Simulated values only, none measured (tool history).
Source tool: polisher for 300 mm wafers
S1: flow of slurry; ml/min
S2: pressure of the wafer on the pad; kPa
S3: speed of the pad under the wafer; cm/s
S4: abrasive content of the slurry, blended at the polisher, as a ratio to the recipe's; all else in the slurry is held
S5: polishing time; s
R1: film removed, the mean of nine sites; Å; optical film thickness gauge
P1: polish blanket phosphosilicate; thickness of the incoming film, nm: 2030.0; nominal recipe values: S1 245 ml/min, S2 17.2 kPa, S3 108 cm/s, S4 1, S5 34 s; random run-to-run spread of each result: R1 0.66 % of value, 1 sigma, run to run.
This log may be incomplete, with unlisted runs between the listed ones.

Run 1, hour 3.8: S1 245 ml/min, S2 17.2 kPa, S3 108 cm/s, S4 1, S5 34 s. Result: R1 2475.8 Å.
Run 2, hour 7: S1 245 ml/min, S2 24.1 kPa, S3 108 cm/s, S4 1, S5 34 s. Result: R1 3402.7 Å.
Run 3, hour 9.6: S1 245 ml/min, S2 17.2 kPa, S3 144 cm/s, S4 1, S5 34 s. Result: R1 3035.6 Å.
Run 4, hour 14.4: S1 170 ml/min, S2 11 kPa, S3 108 cm/s, S4 1, S5 34 s. Result: R1 1497.2 Å.
Run 5, hour 17.1: S1 245 ml/min, S2 10.3 kPa, S3 108 cm/s, S4 1, S5 25 s. Result: R1 1074.5 Å.
Run 6, hour 21.7: S1 245 ml/min, S2 12.4 kPa, S3 108 cm/s, S4 1, S5 34 s. Result: R1 1761.8 Å.
Run 7, hour 27: S1 245 ml/min, S2 17.2 kPa, S3 108 cm/s, S4 1, S5 34 s. Result: R1 2454.8 Å.
Run 8, hour 29.9: S1 245 ml/min, S2 17.2 kPa, S3 108 cm/s, S4 1.3, S5 34 s. Result: R1 2723.5 Å.
Run 9, hour 34.5: S1 385 ml/min, S2 17.2 kPa, S3 108 cm/s, S4 1, S5 34 s. Result: R1 2532.2 Å.
Run 10, hour 39.3: S1 245 ml/min, S2 17.2 kPa, S3 108 cm/s, S4 1, S5 34 s. Result: R1 2452 Å.
Run 11, hour 43.6: S1 245 ml/min, S2 17.2 kPa, S3 108 cm/s, S4 1, S5 34 s. Result: R1 2447.6 Å.
Run 12, hour 47.1: S1 245 ml/min, S2 17.2 kPa, S3 108 cm/s, S4 1, S5 34 s. Result: R1 2446.8 Å.
Run 13, hour 50.2: S1 145 ml/min, S2 17.2 kPa, S3 108 cm/s, S4 1, S5 34 s. Result: R1 2257 Å.
Run 14, hour 55.3: S1 245 ml/min, S2 17.2 kPa, S3 108 cm/s, S4 0.55, S5 34 s. Result: R1 1773.4 Å.
Run 15, hour 59.9: S1 245 ml/min, S2 17.2 kPa, S3 108 cm/s, S4 1, S5 46 s. Result: R1 3315.6 Å.
Run 16, hour 62.8: S1 245 ml/min, S2 7.6 kPa, S3 108 cm/s, S4 1, S5 26 s. Result: R1 818.7 Å.
Run 17, hour 65.6: S1 245 ml/min, S2 17.2 kPa, S3 108 cm/s, S4 1, S5 17 s. Result: R1 1221.6 Å.
Run 18, hour 70.6: S1 245 ml/min, S2 17.2 kPa, S3 108 cm/s, S4 1, S5 34 s. Result: R1 2446.2 Å.
Run 19, hour 75.8: S1 245 ml/min, S2 17.2 kPa, S3 48 cm/s, S4 1, S5 34 s. Result: R1 1271 Å.
Run 20, hour 80.9: S1 245 ml/min, S2 17.2 kPa, S3 108 cm/s, S4 1, S5 34 s. Result: R1 2430.7 Å.
Run 21, hour 84.1: S1 245 ml/min, S2 17.2 kPa, S3 108 cm/s, S4 1, S5 34 s. Result: R1 2338 Å.
Run 22, hour 88.6: S1 245 ml/min, S2 17.2 kPa, S3 108 cm/s, S4 1, S5 34 s. Result: R1 2338.2 Å.
At hour 90.6: conditioning disc replaced and pad reconditioned.
Run 23, hour 91.6: S1 245 ml/min, S2 17.2 kPa, S3 108 cm/s, S4 1, S5 34 s. Result: R1 2277.3 Å.
At hour 93.9: slurry nozzle cleaned.
At hour 94: head pressure recalibrated.
Run 24, hour 96.7: S1 245 ml/min, S2 17.2 kPa, S3 108 cm/s, S4 1, S5 34 s. Result: R1 2264.4 Å.
Run 25, hour 99.7: S1 245 ml/min, S2 17.2 kPa, S3 108 cm/s, S4 1, S5 34 s. Result: R1 2279.7 Å.
Run 26, hour 103.5: S1 245 ml/min, S2 17.2 kPa, S3 108 cm/s, S4 1, S5 34 s. Result: R1 2243.5 Å.
Run 27, hour 108.4: S1 245 ml/min, S2 17.2 kPa, S3 108 cm/s, S4 1, S5 34 s. Result: R1 2248.9 Å.

Something has made what P1 gives creep away from where it was; the 2 causes below, each at its own stated size, fit the log equally well:
A: removal rate lost through wear of the pad, % = 7.85
B: abrasive missing from the slurry, % = 15.8
The gradual shift began around hour 80.9.
Every other cause this tool's parts could produce, and why it does not fit the log:
slurry flow missing at the pad, %: serviced at hour 93.9, after the change had begun; the process did not return to its earlier output
head's pressure below its setpoint, %: serviced at hour 94, after the change had begun; the process did not return to its earlier output
time polished since the conditioner stopped cutting, s: serviced at hour 90.6, after the change had begun; the process did not return to its earlier output

The list below offers 4 check runs, each averaging the results of 5 wafers, and shows each result as a question mark. For which of them would the listed causes give clearly different results?
Run check 1, hour 113.3: S1 245 ml/min, S2 17.2 kPa, S3 54 cm/s, S4 1, S5 20 s. Result: R1 ?.
Run check 2, hour 113.3: S1 380 ml/min, S2 17.2 kPa, S3 54 cm/s, S4 1, S5 34 s. Result: R1 ?.
Run check 3, hour 113.3: S1 245 ml/min, S2 17.2 kPa, S3 78 cm/s, S4 1, S5 24 s. Result: R1 ?.
Run check 4, hour 113.3: S1 340 ml/min, S2 17.2 kPa, S3 108 cm/s, S4 0.55, S5 34 s. Result: R1 ?.

Expected result of each check under each candidate cause:
  check  result    if A    if B
check 1      R1   759.5  759.43
check 2      R1  1342.9  1342.7
check 3      R1  1223.1    1223
check 4      R1  1689.9  1647.6
Gap, in per cent, between the two causes that each check separates least, read from the result that separates them most: check 1 0.01 %; check 2 0.01 %; check 3 0.01 %; check 4 2.53 %
Of the check runs offered, only check 4 discriminates between the causes; the rest would read about the same regardless of which cause applies.

Here is what check 4 returned: R1 1689.7 Å. Which cause is it?

A is the cause: removal rate lost through wear of the pad, %.
